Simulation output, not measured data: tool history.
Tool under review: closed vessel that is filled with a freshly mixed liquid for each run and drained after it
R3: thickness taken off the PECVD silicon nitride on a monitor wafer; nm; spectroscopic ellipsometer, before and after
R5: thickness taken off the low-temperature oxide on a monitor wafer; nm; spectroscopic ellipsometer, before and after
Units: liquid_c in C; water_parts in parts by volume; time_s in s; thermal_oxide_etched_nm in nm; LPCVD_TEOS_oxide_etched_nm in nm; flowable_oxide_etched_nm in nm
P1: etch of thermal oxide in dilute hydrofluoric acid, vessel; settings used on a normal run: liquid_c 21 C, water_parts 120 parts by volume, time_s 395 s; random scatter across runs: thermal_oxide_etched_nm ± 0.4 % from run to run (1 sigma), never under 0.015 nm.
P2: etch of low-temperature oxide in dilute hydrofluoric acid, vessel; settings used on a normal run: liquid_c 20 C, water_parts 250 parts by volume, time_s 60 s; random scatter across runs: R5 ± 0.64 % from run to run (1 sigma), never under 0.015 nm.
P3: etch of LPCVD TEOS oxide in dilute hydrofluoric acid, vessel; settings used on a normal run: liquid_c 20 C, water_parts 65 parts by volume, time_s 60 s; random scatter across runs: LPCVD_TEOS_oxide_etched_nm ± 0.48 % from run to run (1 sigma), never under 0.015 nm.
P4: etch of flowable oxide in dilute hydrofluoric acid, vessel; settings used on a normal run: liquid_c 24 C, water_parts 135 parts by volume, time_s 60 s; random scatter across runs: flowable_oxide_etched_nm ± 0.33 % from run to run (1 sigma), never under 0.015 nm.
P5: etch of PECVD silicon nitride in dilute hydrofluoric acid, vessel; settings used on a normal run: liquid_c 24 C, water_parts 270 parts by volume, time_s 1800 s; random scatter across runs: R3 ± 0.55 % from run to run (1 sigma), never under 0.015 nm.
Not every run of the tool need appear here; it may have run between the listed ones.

run 1 hour=10.6 | process=P1 liquid_c=21 water_parts=120 time_s=395 | thermal_oxide_etched_nm=13.516
run 2 hour=23 | process=P3 liquid_c=20 water_parts=65 time_s=60 | LPCVD_TEOS_oxide_etched_nm=22.277
run 3 hour=33.3 | process=P1 liquid_c=21 water_parts=120 time_s=395 | thermal_oxide_etched_nm=13.366
run 4 hour=40.9 | process=P5 liquid_c=24 water_parts=270 time_s=1800 | R3=18.481
run 5 hour=54.1 | process=P5 liquid_c=19 water_parts=270 time_s=1800 | R3=13.382
run 6 hour=68.1 | process=P4 liquid_c=24 water_parts=135 time_s=60 | flowable_oxide_etched_nm=19.234
run 7 hour=81.3 | process=P1 liquid_c=21 water_parts=185 time_s=395 | thermal_oxide_etched_nm=8.1665
run 8 hour=93.7 | process=P1 liquid_c=21 water_parts=120 time_s=140 | thermal_oxide_etched_nm=4.791
run 9 hour=106.3 | process=P4 liquid_c=29 water_parts=135 time_s=60 | flowable_oxide_etched_nm=23.205
run 10 hour=118.5 | process=P2 liquid_c=20 water_parts=250 time_s=60 | R5=4.5274
run 11 hour=132.2 | process=P2 liquid_c=20 water_parts=250 time_s=100 | R5=7.5575
run 12 hour=147 | process=P1 liquid_c=28 water_parts=120 time_s=395 | thermal_oxide_etched_nm=17.669
run 13 hour=156.8 | process=P1 liquid_c=17 water_parts=120 time_s=395 | thermal_oxide_etched_nm=11.468
run 14 hour=170.5 | process=P1 liquid_c=21 water_parts=120 time_s=395 | thermal_oxide_etched_nm=13.573
run 15 hour=180.6 | process=P1 liquid_c=26 water_parts=120 time_s=140 | thermal_oxide_etched_nm=5.8549
run 16 hour=189.4 | process=P1 liquid_c=21 water_parts=120 time_s=395 | thermal_oxide_etched_nm=13.597
run 17 hour=203.2 | process=P2 liquid_c=24 water_parts=250 time_s=60 | R5=5.3114
run 18 hour=211.6 | process=P3 liquid_c=20 water_parts=35 time_s=60 | LPCVD_TEOS_oxide_etched_nm=42.793
run 19 hour=219.9 | process=P4 liquid_c=24 water_parts=205 time_s=60 | flowable_oxide_etched_nm=11.668
run 20 hour=231.3 | process=P5 liquid_c=24 water_parts=270 time_s=330 | R3=3.398
run 21 hour=245.5 | process=P1 liquid_c=21 water_parts=120 time_s=395 | thermal_oxide_etched_nm=13.454
run 22 hour=260.4 | process=P1 liquid_c=21 water_parts=120 time_s=700 | thermal_oxide_etched_nm=24.068
run 23 hour=272.6 | process=P2 liquid_c=20 water_parts=65 time_s=60 | R5=21.014
run 24 hour=285.3 | process=P5 liquid_c=24 water_parts=270 time_s=1800 | R3=18.459
run 25 hour=292.4 | process=P3 liquid_c=20 water_parts=65 time_s=60 | LPCVD_TEOS_oxide_etched_nm=22.354
run 26 hour=306.5 | process=P1 liquid_c=21 water_parts=120 time_s=395 | thermal_oxide_etched_nm=13.524
run 27 hour=317.8 | process=P4 liquid_c=24 water_parts=135 time_s=115 | flowable_oxide_etched_nm=36.81
run 28 hour=330.2 | process=P5 liquid_c=24 water_parts=170 time_s=1800 | R3=28.916
run 29 hour=339.9 | process=P1 liquid_c=21 water_parts=65 time_s=395 | thermal_oxide_etched_nm=26.645
run 30 hour=351.1 | process=P3 liquid_c=20 water_parts=65 time_s=30 | LPCVD_TEOS_oxide_etched_nm=11.187
run 31 hour=366.1 | process=P3 liquid_c=24 water_parts=65 time_s=60 | LPCVD_TEOS_oxide_etched_nm=26.244
run 32 hour=373.7 | process=P1 liquid_c=21 water_parts=120 time_s=395 | thermal_oxide_etched_nm=13.511
run 33 hour=389 | process=P1 liquid_c=21 water_parts=120 time_s=395 | thermal_oxide_etched_nm=13.05
run 34 hour=402.2 | process=P1 liquid_c=21 water_parts=120 time_s=395 | thermal_oxide_etched_nm=12.802
run 35 hour=414.1 | process=P1 liquid_c=21 water_parts=120 time_s=395 | thermal_oxide_etched_nm=12.684
run 36 hour=425.4 | process=P1 liquid_c=21 water_parts=120 time_s=395 | thermal_oxide_etched_nm=12.63
run 37 hour=434.2 | process=P1 liquid_c=21 water_parts=120 time_s=395 | thermal_oxide_etched_nm=12.64
run 38 hour=449.5 | process=P1 liquid_c=21 water_parts=120 time_s=395 | thermal_oxide_etched_nm=12.686

What P1 gives has crept off from where it sat before. The 2 causes that follow fit the log equally well, each at the size noted:
A: liquid colder than its thermometer reads (K) = 1.72
B: hydrofluoric acid flow below the setpoint (%) = 5.92
The gradual shift began around hour 373.7.

Below are 4 check runs, each on a single wafer, with their results shown as question marks. Which of them would tell the listed causes apart, meaning the causes would give clearly different results under it?
run check 1 hour=464.8 | process=P4 liquid_c=28 water_parts=135 time_s=60 | flowable_oxide_etched_nm=?
run check 2 hour=464.8 | process=P3 liquid_c=20 water_parts=35 time_s=60 | LPCVD_TEOS_oxide_etched_nm=?
run check 3 hour=464.8 | process=P5 liquid_c=24 water_parts=270 time_s=595 | R3=?
run check 4 hour=464.8 | process=P2 liquid_c=20 water_parts=80 time_s=85 | R5=?

Predicted outcomes, by check and by cause:
check=check_1 result=flowable_oxide_etched_nm if_A=20.968 if_B=20.814
check=check_2 result=LPCVD_TEOS_oxide_etched_nm if_A=39.842 if_B=40.271
check=check_3 result=R3 if_A=5.4672 if_B=5.7274
check=check_4 result=R5 if_A=22.456 if_B=22.577
Gap, in per cent, between the two causes that each check separates least, read from the result that separates them most: check 1 0.74 %; check 2 1.07 %; check 3 4.65 %; check 4 0.54 %
Only check 3 tells the causes apart: in the others they would give nearly the same result.

Then check 3 was run and gave: R3 5.4714 nm. Which cause is it?

It is A: liquid colder than its thermometer reads (K).
